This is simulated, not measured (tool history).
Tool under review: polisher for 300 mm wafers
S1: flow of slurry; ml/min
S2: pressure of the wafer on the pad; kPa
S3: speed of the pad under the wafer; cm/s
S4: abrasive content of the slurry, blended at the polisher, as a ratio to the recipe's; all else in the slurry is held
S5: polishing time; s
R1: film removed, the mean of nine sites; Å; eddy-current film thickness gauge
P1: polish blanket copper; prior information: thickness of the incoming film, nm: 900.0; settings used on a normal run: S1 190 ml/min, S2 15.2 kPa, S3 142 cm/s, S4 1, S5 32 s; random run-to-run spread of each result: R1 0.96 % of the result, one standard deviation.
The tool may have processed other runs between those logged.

run 1 hour=11.1 | S1=190 S2=15.2 S3=142 S4=1 S5=32 | R1=933.37
run 2 hour=25.9 | S1=190 S2=15.2 S3=142 S4=1 S5=32 | R1=927.75
run 3 hour=37.3 | S1=115 S2=15.2 S3=142 S4=1 S5=32 | R1=857.81
run 4 hour=46.1 | S1=190 S2=9.7 S3=142 S4=1 S5=32 | R1=588.23
run 5 hour=62.1 | S1=190 S2=15.2 S3=142 S4=0.55 S5=32 | R1=814.17
run 6 hour=75.1 | S1=190 S2=15.2 S3=206 S4=1 S5=32 | R1=1368.5
run 7 hour=91.2 | S1=190 S2=15.2 S3=142 S4=1 S5=23 | R1=657.37
run 8 hour=105.7 | S1=190 S2=15.2 S3=190 S4=1.2 S5=32 | R1=1266.8
run 9 hour=118.1 | S1=190 S2=15.2 S3=142 S4=1 S5=32 | R1=931.06
run 10 hour=128.4 | S1=190 S2=15.2 S3=142 S4=1 S5=32 | R1=911.66
run 11 hour=141.1 | S1=285 S2=15.2 S3=142 S4=1 S5=32 | R1=953.59
run 12 hour=159.1 | S1=190 S2=20 S3=142 S4=1 S5=32 | R1=1231.3
-- hour=162.4 slurry blender recalibrated
run 13 hour=167.4 | S1=190 S2=15.2 S3=68 S4=1 S5=32 | R1=447.22
-- hour=168.6 worn pad replaced by a new one
run 14 hour=182.1 | S1=190 S2=15.2 S3=142 S4=1 S5=43 | R1=1259
run 15 hour=195.7 | S1=190 S2=9 S3=142 S4=1 S5=23 | R1=398.31
-- hour=202 head pressure recalibrated
run 16 hour=212.8 | S1=190 S2=15.2 S3=142 S4=1.35 S5=32 | R1=1005.6
run 17 hour=225.5 | S1=190 S2=15.2 S3=142 S4=1 S5=32 | R1=936.09
run 18 hour=242.4 | S1=190 S2=15.2 S3=142 S4=1 S5=32 | R1=948.56
run 19 hour=255.1 | S1=190 S2=15.2 S3=142 S4=1 S5=32 | R1=911.03
run 20 hour=273.2 | S1=190 S2=15.2 S3=142 S4=1 S5=32 | R1=934.41
run 21 hour=282.5 | S1=190 S2=15.2 S3=142 S4=1 S5=32 | R1=908.46
run 22 hour=291.5 | S1=190 S2=15.2 S3=142 S4=1 S5=32 | R1=872.1
run 23 hour=309.7 | S1=190 S2=15.2 S3=142 S4=1 S5=32 | R1=856.36
-- hour=316.3 head pressure recalibrated
-- hour=316.9 worn pad replaced by a new one
run 24 hour=321.2 | S1=190 S2=15.2 S3=142 S4=1 S5=32 | R1=860.57
run 25 hour=329.3 | S1=190 S2=15.2 S3=142 S4=1 S5=32 | R1=854.04
run 26 hour=342.9 | S1=190 S2=15.2 S3=142 S4=1 S5=32 | R1=850.37

Something has made what P1 gives creep away from where it was; the 2 causes below, each at its own stated size, fit the log equally well:
A: abrasive missing from the slurry, % = 32.6
B: slurry flow missing at the pad, % = 37.9
Onset of the creep was near hour 273.2.
Excluded causes, each with its reason:
removal rate lost through wear of the pad, %: serviced at hour 316.9, after the drift had started, without restoring the earlier output
head's pressure below its setpoint, %: serviced at hour 316.3, after the drift had started, without restoring the earlier output

The list below offers 4 check runs, each averaging the results of 5 wafers, and shows each result as a question mark. For which of them would the listed causes give clearly different results?
run check 1 hour=356.5 | S1=190 S2=15.2 S3=108 S4=1 S5=32 | R1=?
run check 2 hour=356.5 | S1=190 S2=15.2 S3=142 S4=1.25 S5=32 | R1=?
run check 3 hour=356.5 | S1=190 S2=15.2 S3=142 S4=0.75 S5=32 | R1=?
run check 4 hour=356.5 | S1=125 S2=15.2 S3=142 S4=1 S5=32 | R1=?

Check results expected under each cause:
check=check_1 result=R1 if_A=649.96 if_B=649.99
check=check_2 result=R1 if_A=894.98 if_B=897.04
check=check_3 result=R1 if_A=806.75 if_B=804.38
check=check_4 result=R1 if_A=796.43 if_B=766.95
How far apart the two closest causes lie, in the result that separates them most: check 1 0 %; check 2 0.23 %; check 3 0.29 %; check 4 3.77 %
Only check 4 tells the causes apart: in the others they would give nearly the same result.

Then check 4 was run and gave: R1 791.51 Å. Which cause is it?

It was cause A: abrasive missing from the slurry, %.
